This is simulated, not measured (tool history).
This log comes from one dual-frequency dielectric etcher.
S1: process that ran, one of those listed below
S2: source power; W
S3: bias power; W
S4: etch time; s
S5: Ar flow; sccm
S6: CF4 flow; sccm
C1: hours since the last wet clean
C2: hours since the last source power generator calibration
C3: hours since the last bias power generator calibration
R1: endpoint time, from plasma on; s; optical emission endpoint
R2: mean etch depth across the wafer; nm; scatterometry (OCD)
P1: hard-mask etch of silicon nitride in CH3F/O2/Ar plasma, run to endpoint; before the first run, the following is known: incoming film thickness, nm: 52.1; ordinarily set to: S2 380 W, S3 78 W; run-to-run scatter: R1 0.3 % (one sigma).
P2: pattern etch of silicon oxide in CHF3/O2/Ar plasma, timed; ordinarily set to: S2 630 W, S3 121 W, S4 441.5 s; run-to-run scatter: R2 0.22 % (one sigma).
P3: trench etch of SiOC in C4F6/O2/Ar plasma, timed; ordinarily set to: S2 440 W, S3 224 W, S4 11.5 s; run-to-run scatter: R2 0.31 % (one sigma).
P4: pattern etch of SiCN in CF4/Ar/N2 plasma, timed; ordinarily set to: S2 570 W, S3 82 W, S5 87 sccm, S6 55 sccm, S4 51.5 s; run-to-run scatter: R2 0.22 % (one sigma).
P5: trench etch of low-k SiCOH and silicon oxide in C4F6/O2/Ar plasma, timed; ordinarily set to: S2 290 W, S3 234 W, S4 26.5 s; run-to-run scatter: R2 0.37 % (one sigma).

Run 1, hour 6.3: S1 P1, S2 380 W, S3 78 W; C1 185.6; C2 683.4; C3 1937.9. Result: R1 74.506 s.
Run 2, hour 17.2: S1 P3, S2 440 W, S3 134 W, S4 11.5 s; C1 196.5; C2 694.3; C3 1948.8. Result: R2 22.137 nm.
Run 3, hour 28.5: S1 P2, S2 630 W, S3 121 W, S4 655.5 s; C1 207.8; C2 705.6; C3 1960.1. Result: R2 1155.300 nm.
Run 4, hour 33.7: S1 P4, S2 570 W, S3 82 W, S4 51.5 s, S5 87 sccm, S6 75 sccm; C1 213.0; C2 710.8; C3 1965.3. Result: R2 58.466 nm.
Run 5, hour 42.5: S1 P3, S2 590 W, S3 224 W, S4 11.5 s; C1 221.8; C2 719.6; C3 1974.1. Result: R2 29.075 nm.
Run 6, hour 47.9: S1 P5, S2 290 W, S3 179 W, S4 26.5 s; C1 227.2; C2 725.0; C3 1979.5. Result: R2 71.817 nm.
Run 7, hour 53.4: S1 P2, S2 480 W, S3 121 W, S4 441.5 s; C1 232.7; C2 730.5; C3 1985.0. Result: R2 703.010 nm.
Run 8, hour 59.6: S1 P3, S2 440 W, S3 224 W, S4 17.0 s; C1 238.9; C2 736.7; C3 1991.2. Result: R2 38.359 nm.
Run 9, hour 65.9: S1 P5, S2 340 W, S3 234 W, S4 26.5 s; C1 245.2; C2 743.0; C3 1997.5. Result: R2 83.128 nm.
Run 10, hour 74.7: S1 P2, S2 630 W, S3 121 W, S4 441.5 s; C1 254.0; C2 751.8; C3 2006.3. Result: R2 779.800 nm.
Run 11, hour 85.0: S1 P3, S2 440 W, S3 224 W, S4 11.5 s; C1 264.3; C2 762.1; C3 2016.6. Result: R2 25.974 nm.
Run 12, hour 95.6: S1 P4, S2 570 W, S3 82 W, S4 72.5 s, S5 87 sccm, S6 55 sccm; C1 274.9; C2 772.7; C3 2027.2. Result: R2 78.782 nm.
Run 13, hour 102.1: S1 P2, S2 630 W, S3 170 W, S4 441.5 s; C1 281.4; C2 779.2; C3 2033.7. Result: R2 871.140 nm.
Run 14, hour 111.2: S1 P4, S2 570 W, S3 112 W, S4 51.5 s, S5 87 sccm, S6 55 sccm; C1 290.5; C2 788.3; C3 2042.8. Result: R2 62.806 nm.
Run 15, hour 122.9: S1 P4, S2 570 W, S3 82 W, S4 51.5 s, S5 87 sccm, S6 55 sccm; C1 302.2; C2 800.0; C3 2054.5. Result: R2 56.132 nm.
Run 16, hour 130.0: S1 P1, S2 380 W, S3 78 W; C1 309.3; C2 807.1; C3 2061.6. Result: R1 74.249 s.
Run 17, hour 136.7: S1 P1, S2 380 W, S3 45 W; C1 316.0; C2 813.8; C3 2068.3. Result: R1 89.310 s.
Run 18, hour 146.9: S1 P4, S2 790 W, S3 82 W, S4 51.5 s, S5 87 sccm, S6 55 sccm; C1 326.2; C2 824.0; C3 2078.5. Result: R2 74.703 nm.
Run 19, hour 153.9: S1 P4, S2 570 W, S3 82 W, S4 51.5 s, S5 87 sccm, S6 55 sccm; C1 333.2; C2 831.0; C3 2085.5. Result: R2 56.241 nm.
Run 20, hour 163.4: S1 P5, S2 290 W, S3 234 W, S4 26.5 s; C1 342.7; C2 840.5; C3 2095.0. Result: R2 79.015 nm.
Run 21, hour 171.1: S1 P1, S2 380 W, S3 78 W; C1 350.4; C2 848.2; C3 2102.7. Result: R1 74.470 s.
Run 22, hour 179.0: S1 P1, S2 490 W, S3 78 W; C1 358.3; C2 856.1; C3 2110.6. Result: R1 67.649 s.
Run 23, hour 185.4: S1 P1, S2 280 W, S3 78 W; C1 364.7; C2 862.5; C3 2117.0. Result: R1 83.782 s.
Run 24, hour 195.1: S1 P5, S2 290 W, S3 234 W, S4 34.5 s; C1 374.4; C2 872.2; C3 2126.7. Result: R2 102.770 nm.
Run 25, hour 206.3: S1 P5, S2 290 W, S3 234 W, S4 26.5 s; C1 385.6; C2 883.4; C3 2137.9. Result: R2 78.654 nm.
At hour 209.1: source power generator calibrated.
Run 26, hour 217.2: S1 P1, S2 460 W, S3 103 W; C1 396.5; C2 8.1; C3 2148.8. Result: R1 62.863 s.
Run 27, hour 228.1: S1 P1, S2 380 W, S3 78 W; C1 407.4; C2 19.0; C3 2159.7. Result: R1 74.565 s.
Run 28, hour 235.0: S1 P1, S2 380 W, S3 101 W; C1 414.3; C2 25.9; C3 2166.6. Result: R1 68.088 s.
Run 29, hour 241.8: S1 P4, S2 570 W, S3 82 W, S4 51.5 s, S5 62 sccm, S6 55 sccm; C1 421.1; C2 32.7; C3 2173.4. Result: R2 58.912 nm.
Run 30, hour 247.8: S1 P1, S2 380 W, S3 78 W; C1 427.1; C2 38.7; C3 2179.4. Result: R1 74.775 s.
Run 31, hour 255.1: S1 P1, S2 380 W, S3 78 W; C1 434.4; C2 46.0; C3 2186.7. Result: R1 73.914 s.
Run 32, hour 262.9: S1 P1, S2 380 W, S3 78 W; C1 442.2; C2 53.8; C3 2194.5. Result: R1 73.717 s.
Run 33, hour 272.1: S1 P1, S2 380 W, S3 78 W; C1 451.4; C2 63.0; C3 2203.7. Result: R1 73.406 s.
Run 34, hour 280.2: S1 P1, S2 380 W, S3 78 W; C1 459.5; C2 71.1; C3 2211.8. Result: R1 73.429 s.
Run 35, hour 285.8: S1 P1, S2 380 W, S3 78 W; C1 465.1; C2 76.7; C3 2217.4. Result: R1 73.503 s.
Run 36, hour 293.6: S1 P1, S2 380 W, S3 78 W; C1 472.9; C2 84.5; C3 2225.2. Result: R1 73.418 s.
At hour 296.3: wet clean of the chamber.
Run 37, hour 302.6: S1 P1, S2 380 W, S3 78 W; C1 6.4; C2 93.5; C3 2234.2. Result: R1 73.131 s.
Run 38, hour 313.0: S1 P1, S2 380 W, S3 78 W; C1 16.8; C2 103.9; C3 2244.6. Result: R1 73.360 s.
Run 39, hour 320.6: S1 P1, S2 380 W, S3 78 W; C1 24.4; C2 111.5; C3 2252.2. Result: R1 73.247 s.
Run 40, hour 330.3: S1 P1, S2 380 W, S3 78 W; C1 34.1; C2 121.2; C3 2261.9. Result: R1 73.236 s.
Run 41, hour 339.3: S1 P1, S2 380 W, S3 78 W; C1 43.1; C2 130.2; C3 2270.9. Result: R1 72.792 s.

The output of P1 has drifted from where it used to be. Each of the 2 causes below, taken at the size shown beside it, accounts for the log equally well:
A: bias power that arrives over what is set, % = 4.39
B: source power that arrives over what is set, % = 4.09
The onset of the drift is placed at about hour 247.8.
All other causes, with the reason each is excluded:
chamber walls in a state that raises the etch rate, %: serviced at hour 296.3, which brought nothing back

Consider the 4 single-wafer check runs listed below, results given as question marks: which one distinguishes between the causes by giving clearly different results for each?
Run check 1, hour 348.3: S1 P5, S2 290 W, S3 179 W, S4 33.5 s. Result: R2 ?.
Run check 2, hour 348.3: S1 P3, S2 590 W, S3 145 W, S4 11.5 s. Result: R2 ?.
Run check 3, hour 348.3: S1 P4, S2 780 W, S3 82 W, S4 64.5 s, S5 87 sccm, S6 55 sccm. Result: R2 ?.
Run check 4, hour 348.3: S1 P2, S2 630 W, S3 167 W, S4 647.5 s. Result: R2 ?.

What every check run would give for each of its results, assuming each possible cause in turn:
  check  result      if A      if B
check 1      R2    92.242    92.388
check 2      R2    25.765    25.852
check 3      R2    93.747    95.659
check 4      R2  1284.000  1285.600
Per check, the gap between the least separated pair of causes, taken in the result that splits them most: check 1 0.16 %; check 2 0.34 %; check 3 2.02 %; check 4 0.12 %
Check 3 is the one run that separates the causes; every other check would come out nearly the same whichever cause is at work.

With check 3 done, the readings were: R2 93.841 nm. Identify which of the listed causes applies.

A is the cause: bias power that arrives over what is set, %.

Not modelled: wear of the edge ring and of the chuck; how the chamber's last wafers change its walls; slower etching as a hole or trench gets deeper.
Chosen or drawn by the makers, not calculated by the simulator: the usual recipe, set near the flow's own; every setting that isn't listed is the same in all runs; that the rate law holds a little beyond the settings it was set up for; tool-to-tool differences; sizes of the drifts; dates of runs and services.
